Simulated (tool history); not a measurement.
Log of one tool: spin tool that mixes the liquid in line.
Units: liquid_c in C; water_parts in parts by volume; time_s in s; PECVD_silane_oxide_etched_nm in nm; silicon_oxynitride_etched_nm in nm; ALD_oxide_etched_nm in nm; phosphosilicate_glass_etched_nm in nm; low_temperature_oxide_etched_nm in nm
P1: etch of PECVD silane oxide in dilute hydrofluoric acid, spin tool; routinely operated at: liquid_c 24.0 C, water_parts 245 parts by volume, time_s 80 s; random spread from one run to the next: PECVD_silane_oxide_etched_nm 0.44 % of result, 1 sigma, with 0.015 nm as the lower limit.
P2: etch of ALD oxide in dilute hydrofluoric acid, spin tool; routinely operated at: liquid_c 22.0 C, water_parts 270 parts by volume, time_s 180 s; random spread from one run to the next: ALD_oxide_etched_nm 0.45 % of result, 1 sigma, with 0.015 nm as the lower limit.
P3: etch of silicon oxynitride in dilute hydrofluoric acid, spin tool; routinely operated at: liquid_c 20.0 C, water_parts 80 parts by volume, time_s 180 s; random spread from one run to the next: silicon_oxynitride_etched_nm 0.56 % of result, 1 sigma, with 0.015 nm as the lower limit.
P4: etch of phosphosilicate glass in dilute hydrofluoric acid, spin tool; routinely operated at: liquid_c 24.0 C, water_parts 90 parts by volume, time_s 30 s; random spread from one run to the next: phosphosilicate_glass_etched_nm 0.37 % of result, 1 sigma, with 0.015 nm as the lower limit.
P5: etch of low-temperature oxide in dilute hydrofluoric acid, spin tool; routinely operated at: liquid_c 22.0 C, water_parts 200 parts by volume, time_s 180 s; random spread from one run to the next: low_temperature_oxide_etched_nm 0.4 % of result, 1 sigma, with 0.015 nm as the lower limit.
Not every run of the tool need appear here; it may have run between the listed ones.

run	day	process	liquid_c	water_parts	time_s	hours since the thermometer was replaced	hours since the hydrofluoric acid flow meter was replaced	PECVD_silane_oxide_etched_nm	silicon_oxynitride_etched_nm	ALD_oxide_etched_nm	phosphosilicate_glass_etched_nm	low_temperature_oxide_etched_nm
1	0.233	P1	24.0	245	80	337.3	1708.0	7.7834				
2	0.525	P3	20.0	25	180	344.3	1715.0		24.8540			
3	0.775	P1	24.0	245	80	350.3	1721.0	7.8039				
4	0.996	P1	24.0	245	80	355.6	1726.3	7.7736				
5	1.204	P2	22.0	270	180	360.6	1731.3			16.7680		
6	1.471	P4	24.0	155	30	367.0	1737.7				31.146	
7	1.704	P1	24.0	155	15	372.6	1743.3	2.5062				
8	1.908	P5	17.0	200	180	377.5	1748.2					6.8386
9	2.075	P5	22.0	275	180	381.5	1752.2					5.6213
10	2.300	P1	30.5	245	80	386.9	1757.6	9.7649				
11	2.492	P1	24.0	340	80	391.5	1762.2	5.1170				
12	2.679	P1	24.0	245	20	396.0	1766.7	1.9599				
13	2.838	P5	22.0	200	180	399.8	1770.5					8.2879
14	3.171	P4	24.0	90	15	407.8	1778.5				28.687	
15	3.338	P2	22.0	130	180	411.8	1782.5			40.0290		
16	3.517	P1	24.0	245	80	416.1	1786.8	7.7560				
17	3.721	P3	28.0	80	180	421.0	1791.7		10.8650			
18	3.996	P4	24.0	90	30	427.6	1798.3				57.634	
19	4.254	P1	24.0	105	80	433.8	1804.5	21.4170				
20	4.588	P3	20.0	80	180	441.8	1812.5		7.4643			
21	4.917	P2	29.5	270	180	449.7	1820.4			21.4810		
22	5.112	P2	22.0	270	15	454.4	1825.1			1.4037		
23	5.338	P3	20.0	80	355	459.8	1830.5		14.6200			
24	5.662	P5	22.0	200	50	467.6	1838.3					2.3118
25	5.879	P1	17.5	245	80	472.8	1843.5	6.1060				
26	6.121	P1	24.0	245	80	478.6	1849.3	7.7734				

Expected results for the next run?
27	6.462	P1	24.0	245	155	486.8	1857.5	?				

For run 27 the tool returned PECVD_silane_oxide_etched_nm 15.1410 nm.
